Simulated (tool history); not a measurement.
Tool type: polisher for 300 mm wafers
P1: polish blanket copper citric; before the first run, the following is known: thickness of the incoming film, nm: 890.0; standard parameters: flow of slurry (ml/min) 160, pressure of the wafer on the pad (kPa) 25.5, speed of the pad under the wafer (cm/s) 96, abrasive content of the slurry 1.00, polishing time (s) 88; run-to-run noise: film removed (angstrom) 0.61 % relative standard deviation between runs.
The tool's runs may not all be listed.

run	hour	flow of slurry (ml/min)	pressure of the wafer on the pad (kPa)	speed of the pad under the wafer (cm/s)	abrasive content of the slurry	polishing time (s)	film removed (angstrom)
1	11.8	160	25.5	96	1.00	88	2265.9
2	17.7	160	25.5	44	1.00	88	1069.1
3	30.4	160	25.5	96	1.45	88	2486.3
4	38.1	160	25.5	96	1.00	88	2276.3
5	45.8	160	25.5	96	1.00	88	2268.2
6	58.4	160	11.7	66	1.00	88	755.7
7	69.4	160	25.5	96	1.00	128	3306.1
8	81.8	160	25.5	96	1.00	88	2293.9
9	94.6	160	25.5	96	1.00	41	1070.8
10	103.2	160	25.5	138	1.00	88	3264.1
11	111.2	160	36.5	96	1.00	88	3241.1
12	123.7	160	25.5	96	1.00	88	2250.7
13	133.7	230	25.5	96	1.00	88	2400.6
# hour 137.9: head pressure recalibrated
14	145.1	160	25.5	96	0.55	88	2026.3
15	156.2	95	25.5	96	1.00	88	2031.7
16	163.2	160	12.4	96	1.00	88	1147.3
17	173.2	160	25.5	96	1.00	88	2266.5
18	185.3	160	25.5	96	1.00	88	2232.4
19	198.0	160	25.5	96	1.00	88	2174.5
20	209.1	160	25.5	96	1.00	88	2160.9
21	218.7	160	25.5	96	1.00	88	2143.8

What does the tool deliver on the next run?
# hour 221.6: head pressure recalibrated
22	230.0	160	25.5	96	1.00	88	?

film removed (angstrom): 2129.8
